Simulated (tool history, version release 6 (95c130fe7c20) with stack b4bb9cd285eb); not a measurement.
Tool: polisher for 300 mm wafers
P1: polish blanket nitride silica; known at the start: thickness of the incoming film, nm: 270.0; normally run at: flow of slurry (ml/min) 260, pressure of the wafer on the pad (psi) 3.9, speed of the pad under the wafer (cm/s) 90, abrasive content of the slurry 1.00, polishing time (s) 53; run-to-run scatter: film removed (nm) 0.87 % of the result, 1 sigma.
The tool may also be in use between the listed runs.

run	hour	flow of slurry (ml/min)	pressure of the wafer on the pad (psi)	speed of the pad under the wafer (cm/s)	abrasive content of the slurry	polishing time (s)	wafers polished on this pad	hours since the slurry nozzle was cleaned	hours since the head pressure was calibrated	hours since the slurry blender was calibrated	hours since the conditioning disc was replaced	film removed (nm)
1	11.3	260	3.9	90	1.00	53	766	224.4	297.3	69.7	40.8	31.269
2	22.5	260	3.9	90	0.50	53	911	235.6	308.5	80.9	52.0	21.492
3	31.6	260	3.9	90	1.00	53	1028	244.7	317.6	90.0	61.1	31.479
4	39.9	260	3.9	90	1.00	53	1135	253.0	325.9	98.3	69.4	31.105
5	49.7	260	3.9	130	1.00	53	1262	262.8	335.7	108.1	79.2	41.829
6	57.9	260	3.9	90	1.00	53	1368	271.0	343.9	116.3	87.4	31.165
7	65.1	260	3.9	90	1.35	53	1461	278.2	351.1	123.5	94.6	35.065
8	73.6	395	3.9	90	1.00	53	1571	286.7	359.6	132.0	103.1	31.711
9	83.7	260	3.9	90	1.00	80	1701	296.8	369.7	142.1	113.2	47.205
10	94.4	260	3.9	90	1.00	36	1840	307.5	380.4	152.8	123.9	21.325
11	101.6	155	3.9	90	1.00	53	1933	314.7	387.6	160.0	131.1	29.294
12	110.1	260	1.8	90	1.00	53	2043	323.2	396.1	168.5	139.6	14.424
13	118.9	405	2.6	90	1.00	53	2156	332.0	404.9	177.3	148.4	21.347
14	123.9	260	5.2	90	1.00	53	2221	337.0	409.9	182.3	153.4	41.769
15	135.2	260	3.9	44	1.00	53	2367	348.3	421.2	193.6	164.7	17.843
16	141.6	260	3.9	90	1.00	53	2450	354.7	427.6	200.0	171.1	31.248
17	152.0	260	3.9	90	1.00	53	2584	365.1	438.0	210.4	181.5	30.028
18	158.8	260	3.9	90	1.00	53	2672	371.9	444.8	217.2	188.3	29.515
19	164.6	260	3.9	90	1.00	53	2747	377.7	450.6	223.0	194.1	28.896

Run 20 comes next. What will it give?
20	169.7	260	3.9	90	1.00	53	2813	382.8	455.7	228.1	199.2	?

film removed (nm): 28.574
